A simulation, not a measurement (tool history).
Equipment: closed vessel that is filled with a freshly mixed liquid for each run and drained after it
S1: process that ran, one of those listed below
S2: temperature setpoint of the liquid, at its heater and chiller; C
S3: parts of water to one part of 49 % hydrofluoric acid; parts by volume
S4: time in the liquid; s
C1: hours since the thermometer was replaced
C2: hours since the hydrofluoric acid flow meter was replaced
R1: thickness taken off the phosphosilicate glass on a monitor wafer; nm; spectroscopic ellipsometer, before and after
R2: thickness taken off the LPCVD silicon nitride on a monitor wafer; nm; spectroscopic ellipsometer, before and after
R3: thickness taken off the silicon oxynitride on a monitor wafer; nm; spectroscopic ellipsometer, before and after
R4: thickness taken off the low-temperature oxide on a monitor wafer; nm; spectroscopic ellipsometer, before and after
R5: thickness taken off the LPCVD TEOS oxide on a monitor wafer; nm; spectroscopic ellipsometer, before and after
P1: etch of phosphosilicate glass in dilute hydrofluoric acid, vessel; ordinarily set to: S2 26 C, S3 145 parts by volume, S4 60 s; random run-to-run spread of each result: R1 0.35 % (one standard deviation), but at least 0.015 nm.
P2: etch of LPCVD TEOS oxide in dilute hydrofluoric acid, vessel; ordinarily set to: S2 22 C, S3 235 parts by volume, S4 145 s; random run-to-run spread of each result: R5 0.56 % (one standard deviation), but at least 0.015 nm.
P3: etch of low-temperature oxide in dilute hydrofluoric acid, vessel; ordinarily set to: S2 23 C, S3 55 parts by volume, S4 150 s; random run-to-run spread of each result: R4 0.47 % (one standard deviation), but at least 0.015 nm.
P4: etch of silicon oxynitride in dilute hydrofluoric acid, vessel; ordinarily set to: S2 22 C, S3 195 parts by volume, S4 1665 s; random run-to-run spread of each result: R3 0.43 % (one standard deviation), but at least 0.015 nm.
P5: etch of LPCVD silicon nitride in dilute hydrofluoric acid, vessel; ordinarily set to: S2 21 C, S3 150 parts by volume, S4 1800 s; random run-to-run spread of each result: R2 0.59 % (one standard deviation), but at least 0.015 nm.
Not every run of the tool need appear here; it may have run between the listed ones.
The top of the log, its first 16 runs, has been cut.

{"run": 17, "day": 8.354, "S1": "P2", "S2": 22, "S3": 115, "S4": 145, "C1": 1843.7, "C2": 492.7, "R5": 18.874}
{"run": 18, "day": 8.788, "S1": "P4", "S2": 22, "S3": 195, "S4": 215, "C1": 1854.1, "C2": 503.1, "R3": 3.1256}
{"run": 19, "day": 9.454, "S1": "P1", "S2": 26, "S3": 145, "S4": 60, "C1": 1870.1, "C2": 519.1, "R1": 78.626}
{"run": 20, "day": 9.788, "S1": "P3", "S2": 23, "S3": 55, "S4": 150, "C1": 1878.1, "C2": 527.1, "R4": 34.936}
{"run": 21, "day": 10.254, "S1": "P2", "S2": 22, "S3": 235, "S4": 145, "C1": 1889.3, "C2": 538.3, "R5": 8.1721}
{"run": 22, "day": 10.746, "S1": "P1", "S2": 26, "S3": 145, "S4": 60, "C1": 1901.1, "C2": 550.1, "R1": 78.618}
{"run": 23, "day": 11.317, "S1": "P1", "S2": 26, "S3": 65, "S4": 60, "C1": 1914.8, "C2": 563.8, "R1": 193.24}
{"run": 24, "day": 11.871, "S1": "P1", "S2": 26, "S3": 145, "S4": 60, "C1": 1928.1, "C2": 577.1, "R1": 77.792}
{"run": 25, "day": 12.379, "S1": "P1", "S2": 31, "S3": 145, "S4": 60, "C1": 1940.3, "C2": 589.3, "R1": 93.975}
{"run": 26, "day": 12.771, "S1": "P2", "S2": 22, "S3": 235, "S4": 30, "C1": 1949.7, "C2": 598.7, "R5": 1.7009}
{"run": 27, "day": 13.254, "S1": "P1", "S2": 26, "S3": 145, "S4": 115, "C1": 1961.3, "C2": 610.3, "R1": 150.04}
{"run": 28, "day": 13.688, "S1": "P1", "S2": 26, "S3": 145, "S4": 60, "C1": 1971.7, "C2": 620.7, "R1": 78.157}
{"run": 29, "day": 14.346, "S1": "P1", "S2": 26, "S3": 260, "S4": 60, "C1": 1987.5, "C2": 636.5, "R1": 38.491}

For run 30, what comes out?
{"run": 30, "day": 14.812, "S1": "P1", "S2": 26, "S3": 145, "S4": 60, "C1": 1998.7, "C2": 647.7, "R1": "?"}

R1: 78.553 nm
